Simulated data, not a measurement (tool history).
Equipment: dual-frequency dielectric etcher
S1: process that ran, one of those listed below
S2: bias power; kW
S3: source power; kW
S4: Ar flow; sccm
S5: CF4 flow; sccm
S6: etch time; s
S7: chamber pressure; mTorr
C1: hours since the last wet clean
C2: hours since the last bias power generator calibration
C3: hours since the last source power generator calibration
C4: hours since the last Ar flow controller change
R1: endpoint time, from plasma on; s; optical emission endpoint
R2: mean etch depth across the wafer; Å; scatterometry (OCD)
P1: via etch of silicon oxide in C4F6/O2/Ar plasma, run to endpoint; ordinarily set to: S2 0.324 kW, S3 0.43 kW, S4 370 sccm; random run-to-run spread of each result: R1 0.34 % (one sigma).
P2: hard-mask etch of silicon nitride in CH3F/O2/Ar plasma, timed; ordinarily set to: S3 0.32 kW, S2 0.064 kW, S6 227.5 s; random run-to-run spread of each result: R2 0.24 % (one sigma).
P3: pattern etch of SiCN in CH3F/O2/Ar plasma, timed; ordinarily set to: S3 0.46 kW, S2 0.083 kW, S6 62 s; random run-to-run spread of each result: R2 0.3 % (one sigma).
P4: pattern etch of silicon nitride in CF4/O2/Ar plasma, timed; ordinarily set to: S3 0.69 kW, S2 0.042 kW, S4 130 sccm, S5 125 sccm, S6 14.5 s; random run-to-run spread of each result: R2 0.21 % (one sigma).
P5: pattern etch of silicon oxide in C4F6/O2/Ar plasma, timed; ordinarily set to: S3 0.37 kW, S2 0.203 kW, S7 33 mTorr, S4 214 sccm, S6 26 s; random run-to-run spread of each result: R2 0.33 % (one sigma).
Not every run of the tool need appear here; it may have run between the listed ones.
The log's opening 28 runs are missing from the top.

{"run": 29, "hour": 134.2, "S1": "P1", "S2": 0.324, "S3": 0.55, "S4": 370, "C1": 341.9, "C2": 81.4, "C3": 60.1, "C4": 1848.2, "R1": 32.466}
{"run": 30, "hour": 139.9, "S1": "P2", "S2": 0.064, "S3": 0.32, "S6": 227.5, "C1": 347.6, "C2": 87.1, "C3": 65.8, "C4": 1853.9, "R2": 1455.3}
{"run": 31, "hour": 145.6, "S1": "P4", "S2": 0.055, "S3": 0.69, "S4": 130, "S5": 125, "S6": 14.5, "C1": 353.3, "C2": 92.8, "C3": 71.5, "C4": 1859.6, "R2": 377.23}
{"run": 32, "hour": 151.7, "S1": "P1", "S2": 0.259, "S3": 0.52, "S4": 370, "C1": 359.4, "C2": 98.9, "C3": 77.6, "C4": 1865.7, "R1": 36.174}
{"run": 33, "hour": 157.7, "S1": "P5", "S2": 0.145, "S3": 0.37, "S4": 214, "S6": 26, "S7": 33, "C1": 365.4, "C2": 104.9, "C3": 83.6, "C4": 1871.7, "R2": 756.08}
{"run": 34, "hour": 163.3, "S1": "P1", "S2": 0.324, "S3": 0.32, "S4": 370, "C1": 371, "C2": 110.5, "C3": 89.2, "C4": 1877.3, "R1": 40.062}
{"run": 35, "hour": 166.4, "S1": "P1", "S2": 0.324, "S3": 0.43, "S4": 370, "C1": 374.1, "C2": 113.6, "C3": 92.3, "C4": 1880.4, "R1": 36.118}
{"run": 36, "hour": 169.8, "S1": "P4", "S2": 0.042, "S3": 0.47, "S4": 130, "S5": 125, "S6": 14.5, "C1": 377.5, "C2": 117, "C3": 95.7, "C4": 1883.8, "R2": 244.42}
{"run": 37, "hour": 174.3, "S1": "P1", "S2": 0.324, "S3": 0.43, "S4": 370, "C1": 382, "C2": 121.5, "C3": 100.2, "C4": 1888.3, "R1": 35.681}
{"run": 38, "hour": 178.6, "S1": "P1", "S2": 0.324, "S3": 0.43, "S4": 370, "C1": 386.3, "C2": 125.8, "C3": 104.5, "C4": 1892.6, "R1": 36.253}

Forecast run 39:
{"run": 39, "hour": 184.3, "S1": "P1", "S2": 0.324, "S3": 0.43, "S4": 370, "C1": 392, "C2": 131.5, "C3": 110.2, "C4": 1898.3, "R1": "?"}

R1: 36.382 s
